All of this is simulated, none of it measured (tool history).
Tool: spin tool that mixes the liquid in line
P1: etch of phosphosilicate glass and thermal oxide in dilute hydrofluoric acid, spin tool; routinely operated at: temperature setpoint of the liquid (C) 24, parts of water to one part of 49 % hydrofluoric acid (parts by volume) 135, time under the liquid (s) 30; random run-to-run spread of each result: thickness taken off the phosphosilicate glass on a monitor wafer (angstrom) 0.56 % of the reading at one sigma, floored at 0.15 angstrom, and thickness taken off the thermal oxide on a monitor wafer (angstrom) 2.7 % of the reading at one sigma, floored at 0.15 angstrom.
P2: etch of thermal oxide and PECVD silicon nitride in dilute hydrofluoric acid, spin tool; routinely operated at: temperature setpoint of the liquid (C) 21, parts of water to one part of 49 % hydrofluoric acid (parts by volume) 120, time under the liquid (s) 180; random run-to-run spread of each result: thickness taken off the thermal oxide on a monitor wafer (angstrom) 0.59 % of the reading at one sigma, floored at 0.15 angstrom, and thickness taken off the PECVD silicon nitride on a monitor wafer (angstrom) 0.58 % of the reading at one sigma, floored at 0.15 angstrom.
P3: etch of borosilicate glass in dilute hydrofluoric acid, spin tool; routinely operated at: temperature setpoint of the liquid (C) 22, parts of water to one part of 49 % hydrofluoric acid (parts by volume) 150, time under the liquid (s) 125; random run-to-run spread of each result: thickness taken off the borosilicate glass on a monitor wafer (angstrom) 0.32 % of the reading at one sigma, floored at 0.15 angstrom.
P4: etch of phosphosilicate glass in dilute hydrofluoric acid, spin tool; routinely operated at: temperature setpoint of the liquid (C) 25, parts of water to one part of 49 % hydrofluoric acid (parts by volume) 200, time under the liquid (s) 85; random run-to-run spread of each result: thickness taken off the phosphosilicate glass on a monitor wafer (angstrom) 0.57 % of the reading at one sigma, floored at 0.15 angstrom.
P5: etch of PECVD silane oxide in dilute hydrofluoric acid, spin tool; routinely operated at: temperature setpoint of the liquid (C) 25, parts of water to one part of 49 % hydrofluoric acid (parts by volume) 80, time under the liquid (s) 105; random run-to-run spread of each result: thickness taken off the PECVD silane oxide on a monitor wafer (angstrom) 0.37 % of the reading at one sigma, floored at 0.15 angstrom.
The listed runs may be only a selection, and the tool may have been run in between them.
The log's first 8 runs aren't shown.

run,hour,process that ran,temperature setpoint of the liquid (C),parts of water to one part of 49 % hydrofluoric acid (parts by volume),time under the liquid (s),thickness taken off the phosphosilicate glass on a monitor wafer (angstrom),thickness taken off the thermal oxide on a monitor wafer (angstrom),thickness taken off the PECVD silicon nitride on a monitor wafer (angstrom),thickness taken off the PECVD silane oxide on a monitor wafer (angstrom),thickness taken off the borosilicate glass on a monitor wafer (angstrom)
9,80.8,P1,30.5,135,30,559.26,12.783,,,
10,86.8,P1,24,135,60,865.54,19.396,,,
11,95.2,P1,17,135,30,331.76,7.431,,,
12,104.1,P5,25,80,105,,,,509.95,
13,116.6,P3,22,210,125,,,,,145.33
14,124.9,P4,29,200,85,371,,,,
15,136,P4,25,200,25,93.458,,,,
16,144.1,P3,17.5,150,125,,,,,181.23
17,157.5,P3,22,150,125,,,,,215.13
18,170.1,P3,22,150,250,,,,,432.15
# hour 175.3: hydrofluoric acid flow meter replaced
19,180.4,P1,24,135,30,443.85,9.9813,,,
20,190.3,P4,25,200,85,318.78,,,,
21,196.4,P1,24,135,30,436.92,9.9606,,,
22,203.6,P5,25,45,105,,,,948.97,
23,214.9,P2,17,120,180,,51.922,27.434,,
24,227.6,P1,24,20,30,3399,77.322,,,
25,239.6,P2,21,120,65,,21.978,12.956,,
26,251.5,P4,25,320,85,175.69,,,,
27,262,P2,21,195,180,,35.411,22.008,,

Run 28 is up next; what results do you expect?
28,272.6,P1,24,135,30,?,?,,,

Run 28 came out at thickness taken off the phosphosilicate glass on a monitor wafer (angstrom) 439.54, thickness taken off the thermal oxide on a monitor wafer (angstrom) 9.9122.

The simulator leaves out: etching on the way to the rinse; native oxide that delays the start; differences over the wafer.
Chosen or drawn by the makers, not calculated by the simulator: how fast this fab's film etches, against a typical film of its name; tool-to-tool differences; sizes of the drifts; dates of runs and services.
